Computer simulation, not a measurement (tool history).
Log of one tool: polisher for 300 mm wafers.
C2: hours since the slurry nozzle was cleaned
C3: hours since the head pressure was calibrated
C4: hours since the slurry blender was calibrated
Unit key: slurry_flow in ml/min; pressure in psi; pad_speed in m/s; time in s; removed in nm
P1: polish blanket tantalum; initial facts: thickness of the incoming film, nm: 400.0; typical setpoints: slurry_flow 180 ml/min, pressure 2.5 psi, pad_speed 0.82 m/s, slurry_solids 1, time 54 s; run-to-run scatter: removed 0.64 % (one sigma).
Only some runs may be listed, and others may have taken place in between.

Run 1, hour 6.8: slurry_flow 180 ml/min, pressure 2.5 psi, pad_speed 0.82 m/s, slurry_solids 1, time 54 s; wafers polished on this pad 479; C2 199.7; C3 601.4; C4 82.6. Result: removed 84.1 nm.
Run 2, hour 16.1: slurry_flow 180 ml/min, pressure 2.5 psi, pad_speed 0.82 m/s, slurry_solids 1, time 83 s; wafers polished on this pad 566; C2 209; C3 610.7; C4 91.9. Result: removed 127.88 nm.
Run 3, hour 20.6: slurry_flow 180 ml/min, pressure 2.5 psi, pad_speed 0.82 m/s, slurry_solids 1.35, time 54 s; wafers polished on this pad 609; C2 213.5; C3 615.2; C4 96.4. Result: removed 90.815 nm.
Run 4, hour 28.7: slurry_flow 180 ml/min, pressure 2.5 psi, pad_speed 0.82 m/s, slurry_solids 1, time 54 s; wafers polished on this pad 686; C2 221.6; C3 623.3; C4 104.5. Result: removed 83.122 nm.
Run 5, hour 37.6: slurry_flow 180 ml/min, pressure 2.5 psi, pad_speed 0.36 m/s, slurry_solids 1, time 54 s; wafers polished on this pad 770; C2 230.5; C3 632.2; C4 113.4. Result: removed 36.345 nm.
Run 6, hour 43.4: slurry_flow 265 ml/min, pressure 2.5 psi, pad_speed 0.82 m/s, slurry_solids 1, time 54 s; wafers polished on this pad 824; C2 236.3; C3 638; C4 119.2. Result: removed 86.547 nm.
Run 7, hour 50.8: slurry_flow 180 ml/min, pressure 2.5 psi, pad_speed 1.24 m/s, slurry_solids 1, time 54 s; wafers polished on this pad 894; C2 243.7; C3 645.4; C4 126.6. Result: removed 126.07 nm.
Run 8, hour 57: slurry_flow 115 ml/min, pressure 2.5 psi, pad_speed 0.82 m/s, slurry_solids 1, time 54 s; wafers polished on this pad 953; C2 249.9; C3 651.6; C4 132.8. Result: removed 76.545 nm.
Run 9, hour 64.4: slurry_flow 180 ml/min, pressure 2.5 psi, pad_speed 0.82 m/s, slurry_solids 1, time 27 s; wafers polished on this pad 1023; C2 257.3; C3 659; C4 140.2. Result: removed 41.303 nm.
Run 10, hour 70.4: slurry_flow 180 ml/min, pressure 2.5 psi, pad_speed 0.82 m/s, slurry_solids 0.55, time 54 s; wafers polished on this pad 1080; C2 263.3; C3 665; C4 146.2. Result: removed 67.177 nm.
Run 11, hour 79.1: slurry_flow 180 ml/min, pressure 3.8 psi, pad_speed 0.82 m/s, slurry_solids 1, time 29 s; wafers polished on this pad 1162; C2 272; C3 673.7; C4 154.9. Result: removed 67.758 nm.
Run 12, hour 87.5: slurry_flow 180 ml/min, pressure 2.5 psi, pad_speed 0.82 m/s, slurry_solids 1, time 54 s; wafers polished on this pad 1241; C2 280.4; C3 682.1; C4 163.3. Result: removed 84.534 nm.
Run 13, hour 94.6: slurry_flow 180 ml/min, pressure 1.2 psi, pad_speed 0.82 m/s, slurry_solids 1, time 54 s; wafers polished on this pad 1308; C2 287.5; C3 689.2; C4 170.4. Result: removed 39.993 nm.
Run 14, hour 100.7: slurry_flow 180 ml/min, pressure 2.5 psi, pad_speed 0.82 m/s, slurry_solids 1, time 54 s; wafers polished on this pad 1366; C2 293.6; C3 695.3; C4 176.5. Result: removed 84.091 nm.
Run 15, hour 106.7: slurry_flow 180 ml/min, pressure 1.8 psi, pad_speed 0.82 m/s, slurry_solids 1, time 40 s; wafers polished on this pad 1423; C2 299.6; C3 701.3; C4 182.5. Result: removed 44.349 nm.
Run 16, hour 114.1: slurry_flow 180 ml/min, pressure 4 psi, pad_speed 0.82 m/s, slurry_solids 1, time 54 s; wafers polished on this pad 1493; C2 307; C3 708.7; C4 189.9. Result: removed 133.24 nm.
Run 17, hour 122.6: slurry_flow 180 ml/min, pressure 2.5 psi, pad_speed 0.82 m/s, slurry_solids 1, time 54 s; wafers polished on this pad 1573; C2 315.5; C3 717.2; C4 198.4. Result: removed 82.701 nm.
Run 18, hour 130.3: slurry_flow 180 ml/min, pressure 2.5 psi, pad_speed 0.82 m/s, slurry_solids 1, time 54 s; wafers polished on this pad 1646; C2 323.2; C3 724.9; C4 206.1. Result: removed 81.434 nm.
Run 19, hour 138.2: slurry_flow 180 ml/min, pressure 2.5 psi, pad_speed 0.82 m/s, slurry_solids 1, time 54 s; wafers polished on this pad 1720; C2 331.1; C3 732.8; C4 214. Result: removed 78.992 nm.
Run 20, hour 147.8: slurry_flow 180 ml/min, pressure 2.5 psi, pad_speed 0.82 m/s, slurry_solids 1, time 54 s; wafers polished on this pad 1811; C2 340.7; C3 742.4; C4 223.6. Result: removed 78.653 nm.

What will run 21 give?
At hour 151: slurry nozzle cleaned.
At hour 156.4: worn pad replaced by a new one.
Run 21, hour 157.1: slurry_flow 180 ml/min, pressure 2.5 psi, pad_speed 0.82 m/s, slurry_solids 1, time 54 s; wafers polished on this pad 6; C2 6.2; C3 751.7; C4 232.9. Result: removed ?.

removed: 77.855 nm
